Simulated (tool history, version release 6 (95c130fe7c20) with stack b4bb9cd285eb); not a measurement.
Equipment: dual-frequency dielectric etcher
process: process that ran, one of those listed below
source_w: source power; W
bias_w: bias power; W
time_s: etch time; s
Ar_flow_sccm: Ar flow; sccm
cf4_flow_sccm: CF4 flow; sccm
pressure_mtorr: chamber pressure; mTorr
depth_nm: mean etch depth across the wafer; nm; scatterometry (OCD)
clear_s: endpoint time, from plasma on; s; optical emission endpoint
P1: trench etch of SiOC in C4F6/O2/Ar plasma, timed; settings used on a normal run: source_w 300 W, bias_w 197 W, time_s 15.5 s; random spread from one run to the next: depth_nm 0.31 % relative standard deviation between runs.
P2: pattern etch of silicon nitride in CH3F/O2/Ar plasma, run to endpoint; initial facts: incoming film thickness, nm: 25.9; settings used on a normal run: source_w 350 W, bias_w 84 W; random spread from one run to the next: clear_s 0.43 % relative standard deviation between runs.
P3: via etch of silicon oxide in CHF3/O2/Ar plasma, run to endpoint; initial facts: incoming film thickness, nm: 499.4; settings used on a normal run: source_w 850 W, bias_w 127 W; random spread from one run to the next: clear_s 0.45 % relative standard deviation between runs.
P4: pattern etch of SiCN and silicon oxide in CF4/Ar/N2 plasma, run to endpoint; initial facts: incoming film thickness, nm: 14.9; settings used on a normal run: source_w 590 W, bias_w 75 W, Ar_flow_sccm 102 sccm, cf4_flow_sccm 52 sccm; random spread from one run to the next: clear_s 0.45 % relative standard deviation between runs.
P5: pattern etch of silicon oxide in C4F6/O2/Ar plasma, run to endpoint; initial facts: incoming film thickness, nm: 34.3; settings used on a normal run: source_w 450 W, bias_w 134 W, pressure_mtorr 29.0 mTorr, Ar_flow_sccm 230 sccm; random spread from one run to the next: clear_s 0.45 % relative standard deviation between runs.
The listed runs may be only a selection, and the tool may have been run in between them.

run   hour  process  source_w  bias_w  time_s  Ar_flow_sccm  cf4_flow_sccm  pressure_mtorr  hours since the last wet clean  hours since the last source power generator calibration  hours since the last bias power generator calibration  depth_nm  clear_s
  1   11.2       P1       300     197    15.5                                                                        336.0                                                    264.9                                                 2739.9    30.095
  2   24.3       P4       590      75                    72             52                                           349.1                                                    278.0                                                 2753.0             13.210
  3   31.0       P4       590      75                   102             72                                           355.8                                                    284.7                                                 2759.7             13.230
  4   42.1       P1       300     197    15.5                                                                        366.9                                                    295.8                                                 2770.8    29.942
  5   53.8       P2       210      84                                                                                378.6                                                    307.5                                                 2782.5             44.332
  6   65.8       P1       300     197    15.5                                                                        390.6                                                    319.5                                                 2794.5    30.075
  7   73.5       P1       300     234    15.5                                                                        398.3                                                    327.2                                                 2802.2    31.851
  8   86.2       P1       300     197    15.5                                                                        411.0                                                    339.9                                                 2814.9    30.063
  9   92.9       P2       350     119                                                                                417.7                                                    346.6                                                 2821.6             31.818
 10  103.5       P1       400     197    21.0                                                                        428.3                                                    357.2                                                 2832.2    45.717
 11  111.5       P1       300     197     9.5                                                                        436.3                                                    365.2                                                 2840.2    18.519
 12  123.4       P1       300     197    15.5                                                                        448.2                                                    377.1                                                 2852.1    30.083
 13  132.5       P5       450     134                   230                           40.5                           457.3                                                    386.2                                                 2861.2             11.139
 14  139.4       P4       810      75                   102             52                                           464.2                                                    393.1                                                 2868.1             10.598
 15  146.2       P3       850     127                                                                                471.0                                                    399.9                                                 2874.9            245.470
 16  159.3       P3       850      91                                                                                484.1                                                    413.0                                                 2888.0            270.730
 17  169.5       P3      1160     127                                                                                494.3                                                    423.2                                                 2898.2            216.550
 18  180.1       P1       410     197    15.5                                                                        504.9                                                    433.8                                                 2908.8    33.927
 19  187.5       P5       450     134                   143                           29.0                           512.3                                                    441.2                                                 2916.2             10.099
 20  196.0       P2       350      84                                                                                520.8                                                    449.7                                                 2924.7             36.370
 21  207.2       P5       450     134                   230                           29.0                           532.0                                                    460.9                                                 2935.9             10.646
 22  221.4       P4       590      75                   102             52                                           546.2                                                    475.1                                                 2950.1             13.958
 23  230.0       P1       180     197    15.5                                                                        554.8                                                    483.7                                                 2958.7    24.615
 24  238.5       P5       350     134                   230                           29.0                           563.3                                                    492.2                                                 2967.2             11.848
 25  245.8       P5       450     160                   230                           29.0                           570.6                                                    499.5                                                 2974.5             10.133
 26  256.9       P4       590      96                   102             52                                           581.7                                                    510.6                                                 2985.6             12.827
 27  263.4       P1       300     197    19.0                                                                        588.2                                                    517.1                                                 2992.1    37.000
 28  277.6       P1       300     197    15.5                                                                        602.4                                                    531.3                                                 3006.3    30.020
 29  284.2       P1       300     150    15.5                                                                        609.0                                                    537.9                                                 3012.9    27.561
 30  297.7       P1       300     197    15.5                                                                        622.5                                                    551.4                                                 3026.4    30.120
 31  307.2       P1       300     197    15.5                                                                        632.0                                                    560.9                                                 3035.9    29.991
 32  318.9       P1       300     197    15.5                                                                        643.7                                                    572.6                                                 3047.6    29.648
 33  329.2       P1       300     197    15.5                                                                        654.0                                                    582.9                                                 3057.9    29.774
 34  341.7       P1       300     197    15.5                                                                        666.5                                                    595.4                                                 3070.4    29.619
     343.5  -- wet clean of the chamber
 35  349.2       P1       300     197    15.5                                                                          5.8                                                    602.9                                                 3077.9    29.811
 36  359.9       P1       300     197    15.5                                                                         16.5                                                    613.6                                                 3088.6    29.625

Something has made what P1 gives creep away from where it was; the 2 causes below, each at its own stated size, fit the log equally well:
A: bias power that arrives under what is set, % = 4.63
B: source power that arrives under what is set, % = 3.96
The onset of the drift is placed at about hour 297.7.
Other possible causes, and why each is ruled out:
chamber walls in a state that lowers the etch rate, %: maintenance at hour 343.5, after the shift began, did not return the process to its former output

You are offered 4 check runs, listed below with question marks in place of their results; each one averages 3 wafers. Which run separates the listed causes by giving clearly different results for each?
check 1  370.6       P5       450     156                   159                           29.0                                                                                                                                                                  ?
check 2  370.6       P4       590      75                    73             52                                                                                                                                                                                  ?
check 3  370.6       P2       350     108                                                                                                                                                                                                                       ?
check 4  370.6       P3      1130     127                                                                                                                                                                                                                       ?

Predicted outcomes, by check and by cause:
  check   result      if A      if B
check 1  clear_s    9.9573    9.9735
check 2  clear_s   13.4840   13.7570
check 3  clear_s   33.9500   33.8560
check 4  clear_s  223.0000  223.4700
Separation of the two closest causes in each check, using whichever result separates them best: check 1 0.16 %; check 2 2 %; check 3 0.28 %; check 4 0.21 %
The other checks would show nearly matching results whichever cause is true, so check 2 is the only one that separates the causes.

After running check 2, the following was obtained: clear_s 13.7180 s. Which cause does this point to?

The correct cause is B, namely: source power that arrives under what is set, %.

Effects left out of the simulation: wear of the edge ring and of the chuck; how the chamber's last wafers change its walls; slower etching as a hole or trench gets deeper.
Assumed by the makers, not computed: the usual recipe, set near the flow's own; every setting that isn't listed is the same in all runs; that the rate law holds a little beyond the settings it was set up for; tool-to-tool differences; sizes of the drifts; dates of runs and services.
